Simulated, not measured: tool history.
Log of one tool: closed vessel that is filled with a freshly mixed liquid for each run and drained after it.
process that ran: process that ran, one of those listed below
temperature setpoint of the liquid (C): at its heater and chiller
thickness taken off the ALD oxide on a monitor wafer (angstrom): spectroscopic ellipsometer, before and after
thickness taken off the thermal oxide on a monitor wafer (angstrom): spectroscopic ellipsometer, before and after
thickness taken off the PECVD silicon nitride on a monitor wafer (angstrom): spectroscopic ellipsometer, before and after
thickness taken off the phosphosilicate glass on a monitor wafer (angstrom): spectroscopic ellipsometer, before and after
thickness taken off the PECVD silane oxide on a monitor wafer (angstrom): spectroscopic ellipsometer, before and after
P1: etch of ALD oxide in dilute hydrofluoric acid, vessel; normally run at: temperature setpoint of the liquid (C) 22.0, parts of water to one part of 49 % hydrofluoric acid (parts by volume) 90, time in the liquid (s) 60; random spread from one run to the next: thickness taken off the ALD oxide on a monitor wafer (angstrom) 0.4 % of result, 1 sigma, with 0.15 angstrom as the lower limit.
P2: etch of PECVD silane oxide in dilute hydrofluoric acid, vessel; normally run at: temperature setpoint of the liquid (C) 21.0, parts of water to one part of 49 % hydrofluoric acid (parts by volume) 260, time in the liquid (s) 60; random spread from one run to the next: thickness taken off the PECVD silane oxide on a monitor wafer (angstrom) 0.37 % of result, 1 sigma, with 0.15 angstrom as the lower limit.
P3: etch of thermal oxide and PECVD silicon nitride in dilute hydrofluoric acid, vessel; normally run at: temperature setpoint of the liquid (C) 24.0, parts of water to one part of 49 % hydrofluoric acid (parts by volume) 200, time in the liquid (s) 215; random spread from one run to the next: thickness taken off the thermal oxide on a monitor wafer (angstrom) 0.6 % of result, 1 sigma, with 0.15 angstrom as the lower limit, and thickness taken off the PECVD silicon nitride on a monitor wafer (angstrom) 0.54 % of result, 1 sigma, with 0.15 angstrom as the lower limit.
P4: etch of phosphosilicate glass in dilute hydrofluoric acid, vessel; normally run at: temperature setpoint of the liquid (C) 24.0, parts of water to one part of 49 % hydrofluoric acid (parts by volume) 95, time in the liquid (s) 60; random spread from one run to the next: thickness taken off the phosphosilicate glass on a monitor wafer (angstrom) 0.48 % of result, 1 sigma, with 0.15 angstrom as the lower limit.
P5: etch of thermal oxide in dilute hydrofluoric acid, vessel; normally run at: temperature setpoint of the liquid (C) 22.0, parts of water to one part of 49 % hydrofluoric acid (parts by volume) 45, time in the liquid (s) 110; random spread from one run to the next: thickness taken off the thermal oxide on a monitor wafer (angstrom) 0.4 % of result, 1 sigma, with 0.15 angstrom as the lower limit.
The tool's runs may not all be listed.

run	day	process that ran	temperature setpoint of the liquid (C)	parts of water to one part of 49 % hydrofluoric acid (parts by volume)	time in the liquid (s)	hours since the thermometer was replaced	hours since the hydrofluoric acid flow meter was replaced	thickness taken off the ALD oxide on a monitor wafer (angstrom)	thickness taken off the thermal oxide on a monitor wafer (angstrom)	thickness taken off the PECVD silicon nitride on a monitor wafer (angstrom)	thickness taken off the phosphosilicate glass on a monitor wafer (angstrom)	thickness taken off the PECVD silane oxide on a monitor wafer (angstrom)
1	0.400	P1	22.0	90	60	943.4	892.4	117.550				
2	0.675	P3	32.0	200	215	950.0	899.0		62.027	75.095		
3	1.033	P1	22.0	90	60	958.6	907.6	118.070				
4	1.288	P3	24.0	200	420	964.7	913.7		91.558	90.434		
5	1.629	P4	24.0	95	30	972.9	921.9				191.65	
6	1.854	P2	21.0	260	100	978.3	927.3					149.790
7	2.158	P5	22.0	45	110	985.6	934.6		103.560			
8	2.525	P2	17.5	260	60	994.4	943.4					77.637
9	2.779	P3	24.0	200	215	1000.5	949.5		47.156	45.788		
10	2.983	P1	22.0	155	60	1005.4	954.4	63.089				
11	3.225	P1	22.0	90	110	1011.2	960.2	215.340				
12	3.596	P3	24.0	200	215	1020.1	969.1		46.441	46.325		
13	3.938	P5	22.0	45	110	1028.3	977.3		104.420			
14	4.317	P1	22.0	30	60	1037.4	986.4	379.590				
15	4.650	P5	22.0	45	205	1045.4	994.4		193.740			
16	4.996	P4	31.5	95	60	1053.7	1002.7				512.17	
17	5.221	P5	22.0	65	110	1059.1	1008.1		70.107			
18	5.583	P5	17.0	45	110	1067.8	1016.8		83.904			
19	5.879	P2	21.0	85	60	1074.9	1023.9					325.940
20	6.117	P1	22.0	90	30	1080.6	1029.6	58.745				
21	6.438	P1	28.0	90	60	1088.3	1037.3	148.830				
22	6.792	P2	21.0	260	60	1096.8	1045.8					89.762
23	7.100	P1	29.5	90	30	1104.2	1053.2	78.867				
24	7.321	P1	18.5	90	30	1109.5	1058.5	50.800				
25	7.604	P1	22.0	90	60	1116.3	1065.3	117.060				
26	7.838	P1	22.0	55	90	1121.9	1070.9	303.530				
27	8.125	P1	22.0	90	60	1128.8	1077.8	117.900				
28	8.429	P4	24.0	95	60	1136.1	1085.1				383.12	
29	8.704	P1	17.0	90	60	1142.7	1091.7	95.615				
30	9.083	P4	24.0	50	60	1151.8	1100.8				765.64	
31	9.508	P3	24.0	325	215	1162.0	1111.0		25.182	28.470		
32	9.771	P1	22.0	90	60	1168.3	1117.3	117.740				
33	10.021	P1	22.0	90	60	1174.3	1123.3	117.970				
34	10.421	P1	22.0	90	60	1183.9	1132.9	113.850				
35	10.671	P1	22.0	90	60	1189.9	1138.9	112.710				
36	10.892	P1	22.0	90	60	1195.2	1144.2	112.230				
37	11.308	P1	22.0	90	60	1205.2	1154.2	110.260				
38	11.525	P1	22.0	90	60	1210.4	1159.4	111.230				
39	11.812	P1	22.0	90	60	1217.3	1166.3	110.880				
40	12.046	P1	22.0	90	60	1222.9	1171.9	110.210				
41	12.354	P1	22.0	90	60	1230.3	1179.3	109.840				
42	12.554	P1	22.0	90	60	1235.1	1184.1	111.060				
43	12.908	P1	22.0	90	60	1243.6	1192.6	110.690				

The output of P1 has drifted from where it used to be. Each of the 2 causes below, taken at the size shown beside it, accounts for the log equally well:
A: hydrofluoric acid flow below the setpoint (%) = 5.74
B: liquid colder than its thermometer reads (K) = 1.61
Creep in the process output first set in at about day 10.021.

The 4 check runs listed below each average the results of 3 wafers, and their outcomes are marked with question marks. Under which run would the listed causes produce clearly different results?
check 1	13.262	P2	21.0	100	60							?
check 2	13.262	P3	31.5	295	215				?	?		
check 3	13.262	P4	30.0	95	30						?	
check 4	13.262	P5	22.0	60	110				?			

Outcome of each check run for each possible cause:
check	result	if A	if B
check 1	thickness taken off the PECVD silane oxide on a monitor wafer (angstrom)	255.670	255.680
check 2	thickness taken off the thermal oxide on a monitor wafer (angstrom)	34.101	35.061
check 2	thickness taken off the PECVD silicon nitride on a monitor wafer (angstrom)	45.769	44.387
check 3	thickness taken off the phosphosilicate glass on a monitor wafer (angstrom)	226.32	227.75
check 4	thickness taken off the thermal oxide on a monitor wafer (angstrom)	71.753	71.491
Minimum pairwise separation of causes per check, each pair taken at its best-separating result: check 1 0 %; check 2 3.07 %; check 3 0.63 %; check 4 0.37 %
Check 2 is the one run that separates the causes; every other check would come out nearly the same whichever cause is at work.

Check 2 was then run and gave: thickness taken off the thermal oxide on a monitor wafer (angstrom) 34.196; thickness taken off the PECVD silicon nitride on a monitor wafer (angstrom) 45.781. Which cause is it?

A is the cause: hydrofluoric acid flow below the setpoint (%).
